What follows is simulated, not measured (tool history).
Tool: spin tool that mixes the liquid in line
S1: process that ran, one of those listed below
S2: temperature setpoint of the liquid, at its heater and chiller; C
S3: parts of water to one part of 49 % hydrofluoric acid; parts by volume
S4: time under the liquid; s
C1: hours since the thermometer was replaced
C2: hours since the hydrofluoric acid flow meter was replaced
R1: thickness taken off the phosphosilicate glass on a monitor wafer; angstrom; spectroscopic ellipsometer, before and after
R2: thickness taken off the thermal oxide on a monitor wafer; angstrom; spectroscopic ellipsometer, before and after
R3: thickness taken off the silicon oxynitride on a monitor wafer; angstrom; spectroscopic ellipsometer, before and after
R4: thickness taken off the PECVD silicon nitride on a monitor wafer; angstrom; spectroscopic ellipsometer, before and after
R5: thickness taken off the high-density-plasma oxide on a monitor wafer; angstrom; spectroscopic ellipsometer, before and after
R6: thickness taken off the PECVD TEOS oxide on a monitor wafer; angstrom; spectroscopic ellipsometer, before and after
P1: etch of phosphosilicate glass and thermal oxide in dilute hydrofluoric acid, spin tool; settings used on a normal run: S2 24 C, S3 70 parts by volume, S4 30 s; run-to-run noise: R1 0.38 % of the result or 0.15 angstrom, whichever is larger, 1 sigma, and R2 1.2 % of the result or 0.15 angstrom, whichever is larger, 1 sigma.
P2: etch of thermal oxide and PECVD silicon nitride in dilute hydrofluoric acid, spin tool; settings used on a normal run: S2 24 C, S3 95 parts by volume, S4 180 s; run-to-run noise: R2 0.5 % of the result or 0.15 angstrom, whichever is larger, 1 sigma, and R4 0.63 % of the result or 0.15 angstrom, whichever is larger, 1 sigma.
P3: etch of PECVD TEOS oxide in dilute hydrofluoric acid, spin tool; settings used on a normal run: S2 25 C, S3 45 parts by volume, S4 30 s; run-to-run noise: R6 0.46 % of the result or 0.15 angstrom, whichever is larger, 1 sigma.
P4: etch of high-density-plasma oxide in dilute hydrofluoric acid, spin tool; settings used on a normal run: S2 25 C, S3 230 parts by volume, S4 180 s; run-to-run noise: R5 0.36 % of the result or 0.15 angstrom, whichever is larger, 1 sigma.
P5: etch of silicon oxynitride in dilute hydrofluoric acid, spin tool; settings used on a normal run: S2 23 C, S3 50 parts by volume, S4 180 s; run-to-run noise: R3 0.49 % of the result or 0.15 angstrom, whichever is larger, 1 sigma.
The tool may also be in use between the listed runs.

Run 1, hour 12.6: S1 P1, S2 24 C, S3 70 parts by volume, S4 30 s; C1 1095; C2 431.4. Result: R1 449.96 angstrom, R2 23.073 angstrom.
Run 2, hour 28.1: S1 P1, S2 27.5 C, S3 40 parts by volume, S4 30 s; C1 1110.5; C2 446.9. Result: R1 942.14 angstrom, R2 47.855 angstrom.
Run 3, hour 35.7: S1 P5, S2 23 C, S3 50 parts by volume, S4 330 s; C1 1118.1; C2 454.5. Result: R3 247.02 angstrom.
Run 4, hour 51.2: S1 P5, S2 30.5 C, S3 50 parts by volume, S4 180 s; C1 1133.6; C2 470. Result: R3 194.58 angstrom.
Run 5, hour 66.6: S1 P2, S2 24 C, S3 95 parts by volume, S4 330 s; C1 1149; C2 485.4. Result: R2 153.23 angstrom, R4 59.63 angstrom.
Run 6, hour 77.4: S1 P4, S2 25 C, S3 230 parts by volume, S4 180 s; C1 1159.8; C2 496.2. Result: R5 78.329 angstrom.
Run 7, hour 90.9: S1 P3, S2 25 C, S3 70 parts by volume, S4 30 s; C1 1173.3; C2 509.7. Result: R6 82.613 angstrom.
Run 8, hour 100.7: S1 P1, S2 24 C, S3 45 parts by volume, S4 30 s; C1 1183.1; C2 519.5. Result: R1 722.1 angstrom, R2 37.363 angstrom.
Run 9, hour 117: S1 P2, S2 24 C, S3 45 parts by volume, S4 180 s; C1 1199.4; C2 535.8. Result: R2 185.94 angstrom, R4 67.642 angstrom.
Run 10, hour 132.2: S1 P1, S2 24 C, S3 70 parts by volume, S4 30 s; C1 1214.6; C2 551. Result: R1 445.31 angstrom, R2 23.164 angstrom.
Run 11, hour 143.4: S1 P1, S2 24 C, S3 70 parts by volume, S4 30 s; C1 1225.8; C2 562.2. Result: R1 446.45 angstrom, R2 23.242 angstrom.
Run 12, hour 151.6: S1 P2, S2 24 C, S3 95 parts by volume, S4 180 s; C1 1234; C2 570.4. Result: R2 83.096 angstrom, R4 32.555 angstrom.
Run 13, hour 161.8: S1 P3, S2 25 C, S3 45 parts by volume, S4 30 s; C1 1244.2; C2 580.6. Result: R6 131.83 angstrom.
Run 14, hour 177.7: S1 P1, S2 24 C, S3 70 parts by volume, S4 30 s; C1 1260.1; C2 596.5. Result: R1 444.69 angstrom, R2 22.483 angstrom.
Run 15, hour 185.1: S1 P4, S2 25 C, S3 230 parts by volume, S4 345 s; C1 1267.5; C2 603.9. Result: R5 149.49 angstrom.
Run 16, hour 193.9: S1 P1, S2 17 C, S3 70 parts by volume, S4 30 s; C1 1276.3; C2 612.7. Result: R1 336.95 angstrom, R2 17.103 angstrom.
Run 17, hour 207.3: S1 P5, S2 23 C, S3 50 parts by volume, S4 180 s; C1 1289.7; C2 626.1. Result: R3 134.41 angstrom.
Run 18, hour 220: S1 P1, S2 24 C, S3 70 parts by volume, S4 30 s; C1 1302.4; C2 638.8. Result: R1 450.2 angstrom, R2 23.114 angstrom.
Run 19, hour 232.2: S1 P4, S2 25 C, S3 45 parts by volume, S4 180 s; C1 1314.6; C2 651. Result: R5 498.11 angstrom.
Run 20, hour 247.3: S1 P5, S2 23 C, S3 80 parts by volume, S4 180 s; C1 1329.7; C2 666.1. Result: R3 82.235 angstrom.
Run 21, hour 261.1: S1 P3, S2 17 C, S3 45 parts by volume, S4 30 s; C1 1343.5; C2 679.9. Result: R6 95.093 angstrom.
Run 22, hour 272: S1 P3, S2 25 C, S3 45 parts by volume, S4 30 s; C1 1354.4; C2 690.8. Result: R6 133.36 angstrom.
Run 23, hour 281.5: S1 P2, S2 19.5 C, S3 95 parts by volume, S4 180 s; C1 1363.9; C2 700.3. Result: R2 69.432 angstrom, R4 24.291 angstrom.
Run 24, hour 293.1: S1 P4, S2 32.5 C, S3 230 parts by volume, S4 180 s; C1 1375.5; C2 711.9. Result: R5 101.17 angstrom.
Run 25, hour 303.5: S1 P1, S2 24 C, S3 70 parts by volume, S4 15 s; C1 1385.9; C2 722.3. Result: R1 225.56 angstrom, R2 11.61 angstrom.
Run 26, hour 320: S1 P1, S2 24 C, S3 115 parts by volume, S4 30 s; C1 1402.4; C2 738.8. Result: R1 258.99 angstrom, R2 13.897 angstrom.
Run 27, hour 330.9: S1 P3, S2 25 C, S3 45 parts by volume, S4 15 s; C1 1413.3; C2 749.7. Result: R6 65.547 angstrom.
Run 28, hour 344.6: S1 P1, S2 18.5 C, S3 70 parts by volume, S4 55 s; C1 1427; C2 763.4. Result: R1 652.21 angstrom, R2 32.645 angstrom.
Run 29, hour 358.6: S1 P1, S2 28 C, S3 70 parts by volume, S4 30 s; C1 1441; C2 777.4. Result: R1 525.27 angstrom, R2 26.799 angstrom.
Run 30, hour 366.6: S1 P1, S2 24 C, S3 70 parts by volume, S4 50 s; C1 1449; C2 785.4. Result: R1 751.84 angstrom, R2 37.942 angstrom.
Run 31, hour 375.9: S1 P1, S2 24 C, S3 70 parts by volume, S4 30 s; C1 1458.3; C2 794.7. Result: R1 448.63 angstrom, R2 23.337 angstrom.
Run 32, hour 390.3: S1 P5, S2 23 C, S3 50 parts by volume, S4 180 s; C1 1472.7; C2 809.1. Result: R3 136 angstrom.
Run 33, hour 406.1: S1 P1, S2 24 C, S3 70 parts by volume, S4 30 s; C1 1488.5; C2 824.9. Result: R1 450.22 angstrom, R2 22.776 angstrom.
Run 34, hour 417.3: S1 P1, S2 24 C, S3 70 parts by volume, S4 30 s; C1 1499.7; C2 836.1. Result: R1 436 angstrom, R2 22.11 angstrom.
Run 35, hour 426.2: S1 P1, S2 24 C, S3 70 parts by volume, S4 30 s; C1 1508.6; C2 845. Result: R1 428.28 angstrom, R2 21.725 angstrom.
Run 36, hour 433.7: S1 P1, S2 24 C, S3 70 parts by volume, S4 30 s; C1 1516.1; C2 852.5. Result: R1 425.46 angstrom, R2 21.049 angstrom.
Run 37, hour 440.8: S1 P1, S2 24 C, S3 70 parts by volume, S4 30 s; C1 1523.2; C2 859.6. Result: R1 427.12 angstrom, R2 21.174 angstrom.
Run 38, hour 452.7: S1 P1, S2 24 C, S3 70 parts by volume, S4 30 s; C1 1535.1; C2 871.5. Result: R1 419.92 angstrom, R2 21.534 angstrom.

What will run 39 give?
Run 39, hour 462.2: S1 P1, S2 24 C, S3 70 parts by volume, S4 30 s; C1 1544.6; C2 881. Result: R1 ?, R2 ?.

For run 39 the tool returned R1 420.97 angstrom, R2 21.117 angstrom.

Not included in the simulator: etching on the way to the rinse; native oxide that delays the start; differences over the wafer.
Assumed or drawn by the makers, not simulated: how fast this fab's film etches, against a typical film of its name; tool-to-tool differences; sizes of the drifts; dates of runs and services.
